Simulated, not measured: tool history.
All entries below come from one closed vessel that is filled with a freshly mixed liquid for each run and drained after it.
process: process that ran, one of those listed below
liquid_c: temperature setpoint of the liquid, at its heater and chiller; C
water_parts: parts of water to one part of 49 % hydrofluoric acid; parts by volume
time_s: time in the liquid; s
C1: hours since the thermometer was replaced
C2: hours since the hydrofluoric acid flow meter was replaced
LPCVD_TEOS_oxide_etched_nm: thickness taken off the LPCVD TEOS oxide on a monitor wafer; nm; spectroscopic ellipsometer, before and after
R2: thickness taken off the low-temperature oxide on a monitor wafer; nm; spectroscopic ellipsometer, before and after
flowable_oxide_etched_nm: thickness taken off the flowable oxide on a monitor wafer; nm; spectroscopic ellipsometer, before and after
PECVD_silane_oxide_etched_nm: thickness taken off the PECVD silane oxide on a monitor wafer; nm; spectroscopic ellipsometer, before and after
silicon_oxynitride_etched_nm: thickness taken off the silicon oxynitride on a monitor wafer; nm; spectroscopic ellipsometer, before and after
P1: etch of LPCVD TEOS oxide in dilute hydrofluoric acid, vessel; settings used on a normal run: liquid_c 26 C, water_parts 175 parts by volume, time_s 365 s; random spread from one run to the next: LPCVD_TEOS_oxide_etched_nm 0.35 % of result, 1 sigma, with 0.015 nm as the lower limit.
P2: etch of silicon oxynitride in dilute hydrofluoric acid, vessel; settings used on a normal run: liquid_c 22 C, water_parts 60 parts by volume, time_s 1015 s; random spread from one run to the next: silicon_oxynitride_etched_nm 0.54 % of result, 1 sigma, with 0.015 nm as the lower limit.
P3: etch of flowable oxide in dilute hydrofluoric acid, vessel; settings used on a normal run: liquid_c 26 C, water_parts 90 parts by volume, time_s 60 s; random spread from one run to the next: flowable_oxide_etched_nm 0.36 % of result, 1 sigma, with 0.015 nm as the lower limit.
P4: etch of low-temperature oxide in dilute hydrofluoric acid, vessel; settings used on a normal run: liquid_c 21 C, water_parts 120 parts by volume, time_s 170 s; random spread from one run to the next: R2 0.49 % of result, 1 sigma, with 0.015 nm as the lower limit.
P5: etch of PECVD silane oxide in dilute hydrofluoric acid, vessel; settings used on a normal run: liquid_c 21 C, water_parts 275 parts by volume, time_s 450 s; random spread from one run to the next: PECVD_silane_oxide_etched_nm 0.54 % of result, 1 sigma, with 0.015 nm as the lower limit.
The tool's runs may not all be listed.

{"run": 1, "day": 0.392, "process": "P1", "liquid_c": 26, "water_parts": 175, "time_s": 365, "C1": 234.2, "C2": 323.1, "LPCVD_TEOS_oxide_etched_nm": 45.575}
{"run": 2, "day": 0.738, "process": "P4", "liquid_c": 17, "water_parts": 120, "time_s": 170, "C1": 242.5, "C2": 331.4, "R2": 20.946}
{"run": 3, "day": 1.046, "process": "P3", "liquid_c": 33.5, "water_parts": 90, "time_s": 60, "C1": 249.9, "C2": 338.8, "flowable_oxide_etched_nm": 58.157}
{"run": 4, "day": 1.388, "process": "P1", "liquid_c": 26, "water_parts": 175, "time_s": 540, "C1": 258.1, "C2": 347, "LPCVD_TEOS_oxide_etched_nm": 67.359}
{"run": 5, "day": 1.783, "process": "P5", "liquid_c": 21, "water_parts": 275, "time_s": 450, "C1": 267.6, "C2": 356.5, "PECVD_silane_oxide_etched_nm": 32.469}
{"run": 6, "day": 2.004, "process": "P2", "liquid_c": 22, "water_parts": 95, "time_s": 1015, "C1": 272.9, "C2": 361.8, "silicon_oxynitride_etched_nm": 21.146}
{"run": 7, "day": 2.396, "process": "P4", "liquid_c": 21, "water_parts": 120, "time_s": 50, "C1": 282.3, "C2": 371.2, "R2": 7.2525}
{"run": 8, "day": 2.662, "process": "P4", "liquid_c": 21, "water_parts": 120, "time_s": 170, "C1": 288.7, "C2": 377.6, "R2": 24.444}
{"run": 9, "day": 2.904, "process": "P5", "liquid_c": 21, "water_parts": 105, "time_s": 450, "C1": 294.5, "C2": 383.4, "PECVD_silane_oxide_etched_nm": 101.36}
{"run": 10, "day": 3.258, "process": "P1", "liquid_c": 26, "water_parts": 265, "time_s": 365, "C1": 303, "C2": 391.9, "LPCVD_TEOS_oxide_etched_nm": 27.274}
{"run": 11, "day": 3.517, "process": "P1", "liquid_c": 26, "water_parts": 175, "time_s": 365, "C1": 309.2, "C2": 398.1, "LPCVD_TEOS_oxide_etched_nm": 45.662}
{"run": 12, "day": 3.888, "process": "P2", "liquid_c": 22, "water_parts": 60, "time_s": 455, "C1": 318.1, "C2": 407, "silicon_oxynitride_etched_nm": 15.461}
{"run": 13, "day": 4.192, "process": "P2", "liquid_c": 22, "water_parts": 60, "time_s": 1015, "C1": 325.4, "C2": 414.3, "silicon_oxynitride_etched_nm": 34.749}
{"run": 14, "day": 4.542, "process": "P3", "liquid_c": 26, "water_parts": 55, "time_s": 60, "C1": 333.8, "C2": 422.7, "flowable_oxide_etched_nm": 75.606}
{"run": 15, "day": 4.912, "process": "P1", "liquid_c": 26, "water_parts": 175, "time_s": 365, "C1": 342.7, "C2": 431.6, "LPCVD_TEOS_oxide_etched_nm": 45.499}
{"run": 16, "day": 5.288, "process": "P5", "liquid_c": 21, "water_parts": 275, "time_s": 245, "C1": 351.7, "C2": 440.6, "PECVD_silane_oxide_etched_nm": 17.61}
{"run": 17, "day": 5.712, "process": "P1", "liquid_c": 26, "water_parts": 80, "time_s": 365, "C1": 361.9, "C2": 450.8, "LPCVD_TEOS_oxide_etched_nm": 112.31}
{"run": 18, "day": 6.183, "process": "P3", "liquid_c": 26, "water_parts": 90, "time_s": 60, "C1": 373.2, "C2": 462.1, "flowable_oxide_etched_nm": 43.949}
{"run": 19, "day": 6.508, "process": "P5", "liquid_c": 17.5, "water_parts": 275, "time_s": 450, "C1": 381, "C2": 469.9, "PECVD_silane_oxide_etched_nm": 28.666}
{"run": 20, "day": 6.746, "process": "P1", "liquid_c": 22, "water_parts": 175, "time_s": 365, "C1": 386.7, "C2": 475.6, "LPCVD_TEOS_oxide_etched_nm": 39.176}
{"run": 21, "day": 7.15, "process": "P1", "liquid_c": 22, "water_parts": 175, "time_s": 215, "C1": 396.4, "C2": 485.3, "LPCVD_TEOS_oxide_etched_nm": 23.16}
{"run": 22, "day": 7.375, "process": "P2", "liquid_c": 17, "water_parts": 60, "time_s": 1015, "C1": 401.8, "C2": 490.7, "silicon_oxynitride_etched_nm": 26.511}
{"run": 23, "day": 7.604, "process": "P1", "liquid_c": 33.5, "water_parts": 175, "time_s": 365, "C1": 407.3, "C2": 496.2, "LPCVD_TEOS_oxide_etched_nm": 59.077}
{"run": 24, "day": 7.925, "process": "P3", "liquid_c": 26, "water_parts": 90, "time_s": 110, "C1": 415, "C2": 503.9, "flowable_oxide_etched_nm": 80.112}

The next listed run, before its measurement:
{"run": 25, "day": 8.217, "process": "P1", "liquid_c": 26, "water_parts": 175, "time_s": 365, "C1": 422, "C2": 510.9, "LPCVD_TEOS_oxide_etched_nm": "?"}

LPCVD_TEOS_oxide_etched_nm: 45.656 nm
